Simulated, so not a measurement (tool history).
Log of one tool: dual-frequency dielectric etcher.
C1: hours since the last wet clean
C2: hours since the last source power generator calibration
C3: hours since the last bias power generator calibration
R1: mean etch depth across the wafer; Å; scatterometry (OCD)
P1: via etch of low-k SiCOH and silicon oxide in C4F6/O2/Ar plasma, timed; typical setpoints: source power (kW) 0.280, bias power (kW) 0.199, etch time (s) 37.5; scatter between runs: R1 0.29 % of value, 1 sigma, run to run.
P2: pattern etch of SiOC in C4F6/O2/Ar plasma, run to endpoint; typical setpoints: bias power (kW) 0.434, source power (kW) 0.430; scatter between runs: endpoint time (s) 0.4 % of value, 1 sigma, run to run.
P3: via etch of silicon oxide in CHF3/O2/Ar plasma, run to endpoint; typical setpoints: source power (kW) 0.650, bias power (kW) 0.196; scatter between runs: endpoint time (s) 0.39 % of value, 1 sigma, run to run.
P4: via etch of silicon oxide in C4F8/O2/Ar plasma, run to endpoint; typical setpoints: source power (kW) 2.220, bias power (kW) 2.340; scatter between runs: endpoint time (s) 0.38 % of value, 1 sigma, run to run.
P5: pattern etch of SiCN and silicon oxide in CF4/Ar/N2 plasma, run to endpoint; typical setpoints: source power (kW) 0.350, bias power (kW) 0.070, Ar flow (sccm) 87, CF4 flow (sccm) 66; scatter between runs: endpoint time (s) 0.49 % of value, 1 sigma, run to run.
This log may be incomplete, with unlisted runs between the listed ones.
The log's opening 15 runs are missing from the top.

Run 16, hour 69.3: process that ran P3, source power (kW) 0.780, bias power (kW) 0.196; C1 152.6; C2 1148.6; C3 912.6. Result: endpoint time (s) 191.410.
Run 17, hour 73.3: process that ran P1, source power (kW) 0.210, bias power (kW) 0.199, etch time (s) 23.0; C1 156.6; C2 1152.6; C3 916.6. Result: R1 491.72 Å.
Run 18, hour 79.0: process that ran P1, source power (kW) 0.280, bias power (kW) 0.246, etch time (s) 37.5; C1 162.3; C2 1158.3; C3 922.3. Result: R1 959.06 Å.
Run 19, hour 84.6: process that ran P1, source power (kW) 0.280, bias power (kW) 0.199, etch time (s) 37.5; C1 167.9; C2 1163.9; C3 927.9. Result: R1 893.27 Å.
Run 20, hour 87.7: process that ran P5, source power (kW) 0.350, bias power (kW) 0.070, Ar flow (sccm) 87, CF4 flow (sccm) 66; C1 171.0; C2 1167.0; C3 931.0. Result: endpoint time (s) 13.712.
Run 21, hour 93.9: process that ran P1, source power (kW) 0.280, bias power (kW) 0.199, etch time (s) 37.5; C1 177.2; C2 1173.2; C3 937.2. Result: R1 896.81 Å.
Run 22, hour 99.7: process that ran P1, source power (kW) 0.360, bias power (kW) 0.199, etch time (s) 37.5; C1 183.0; C2 1179.0; C3 943.0. Result: R1 988.36 Å.
Run 23, hour 103.9: process that ran P2, source power (kW) 0.430, bias power (kW) 0.543; C1 187.2; C2 1183.2; C3 947.2. Result: endpoint time (s) 10.855.
Run 24, hour 109.9: process that ran P3, source power (kW) 0.650, bias power (kW) 0.240; C1 193.2; C2 1189.2; C3 953.2. Result: endpoint time (s) 190.690.
Run 25, hour 113.5: process that ran P1, source power (kW) 0.180, bias power (kW) 0.199, etch time (s) 37.5; C1 196.8; C2 1192.8; C3 956.8. Result: R1 756.15 Å.
Run 26, hour 117.4: process that ran P1, source power (kW) 0.280, bias power (kW) 0.199, etch time (s) 37.5; C1 200.7; C2 1196.7; C3 960.7. Result: R1 891.08 Å.

Run 27 comes next. What will it give?
Run 27, hour 120.5: process that ran P1, source power (kW) 0.280, bias power (kW) 0.199, etch time (s) 37.5; C1 203.8; C2 1199.8; C3 963.8. Result: R1 ?.

{"run 27": {"R1": 897.52}}

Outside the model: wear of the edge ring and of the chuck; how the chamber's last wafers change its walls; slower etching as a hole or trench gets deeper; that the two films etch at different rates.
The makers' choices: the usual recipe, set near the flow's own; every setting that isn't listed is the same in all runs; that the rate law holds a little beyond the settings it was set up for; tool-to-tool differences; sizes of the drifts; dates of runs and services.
